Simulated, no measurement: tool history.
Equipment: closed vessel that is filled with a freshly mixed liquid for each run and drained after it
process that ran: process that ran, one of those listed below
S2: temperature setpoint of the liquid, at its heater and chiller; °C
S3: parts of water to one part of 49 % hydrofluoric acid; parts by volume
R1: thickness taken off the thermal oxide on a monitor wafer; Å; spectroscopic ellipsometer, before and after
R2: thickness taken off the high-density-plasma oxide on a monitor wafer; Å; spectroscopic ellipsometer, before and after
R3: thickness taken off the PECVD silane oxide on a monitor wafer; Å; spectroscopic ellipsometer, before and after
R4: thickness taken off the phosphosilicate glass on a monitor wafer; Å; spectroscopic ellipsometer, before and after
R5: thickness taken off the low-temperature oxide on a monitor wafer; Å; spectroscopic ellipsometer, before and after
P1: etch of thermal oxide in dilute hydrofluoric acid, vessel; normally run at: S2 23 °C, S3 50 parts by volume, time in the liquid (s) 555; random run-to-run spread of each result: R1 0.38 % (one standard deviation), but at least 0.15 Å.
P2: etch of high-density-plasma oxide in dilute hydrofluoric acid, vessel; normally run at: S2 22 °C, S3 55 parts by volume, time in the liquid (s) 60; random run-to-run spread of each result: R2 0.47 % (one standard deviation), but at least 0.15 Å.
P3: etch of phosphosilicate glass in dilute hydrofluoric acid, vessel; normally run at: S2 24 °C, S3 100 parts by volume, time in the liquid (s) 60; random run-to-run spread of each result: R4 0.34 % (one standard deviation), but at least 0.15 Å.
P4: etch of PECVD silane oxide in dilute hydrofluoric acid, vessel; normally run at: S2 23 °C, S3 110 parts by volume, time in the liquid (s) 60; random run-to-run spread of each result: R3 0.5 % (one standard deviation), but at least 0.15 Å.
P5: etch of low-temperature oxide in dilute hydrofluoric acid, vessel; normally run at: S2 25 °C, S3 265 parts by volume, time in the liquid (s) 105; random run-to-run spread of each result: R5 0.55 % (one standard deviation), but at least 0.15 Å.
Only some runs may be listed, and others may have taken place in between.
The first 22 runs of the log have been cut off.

run 23 day=3.292 | process_that_ran=P4 S2=17 S3=110 time_in_the_liquid_(s)=60 | R3=147.03
run 24 day=3.454 | process_that_ran=P1 S2=23 S3=50 time_in_the_liquid_(s)=555 | R1=516.76
run 25 day=3.654 | process_that_ran=P1 S2=17 S3=50 time_in_the_liquid_(s)=555 | R1=398.12
run 26 day=3.833 | process_that_ran=P3 S2=17 S3=100 time_in_the_liquid_(s)=60 | R4=497.07
run 27 day=3.971 | process_that_ran=P3 S2=24 S3=100 time_in_the_liquid_(s)=60 | R4=665.78
run 28 day=4.129 | process_that_ran=P5 S2=19 S3=265 time_in_the_liquid_(s)=105 | R5=38.368
run 29 day=4.279 | process_that_ran=P1 S2=23 S3=50 time_in_the_liquid_(s)=555 | R1=515.02
run 30 day=4.433 | process_that_ran=P2 S2=22 S3=55 time_in_the_liquid_(s)=120 | R2=137.01
run 31 day=4.612 | process_that_ran=P2 S2=29 S3=55 time_in_the_liquid_(s)=60 | R2=91.005
run 32 day=4.717 | process_that_ran=P5 S2=25 S3=265 time_in_the_liquid_(s)=210 | R5=96.107
run 33 day=4.929 | process_that_ran=P1 S2=23 S3=20 time_in_the_liquid_(s)=555 | R1=1341.6

Run 34 has not been measured yet. What should we expect?
run 34 day=5.075 | process_that_ran=P1 S2=23 S3=50 time_in_the_liquid_(s)=555 | R1=?

Run 34 produced R1 514.19 Å.

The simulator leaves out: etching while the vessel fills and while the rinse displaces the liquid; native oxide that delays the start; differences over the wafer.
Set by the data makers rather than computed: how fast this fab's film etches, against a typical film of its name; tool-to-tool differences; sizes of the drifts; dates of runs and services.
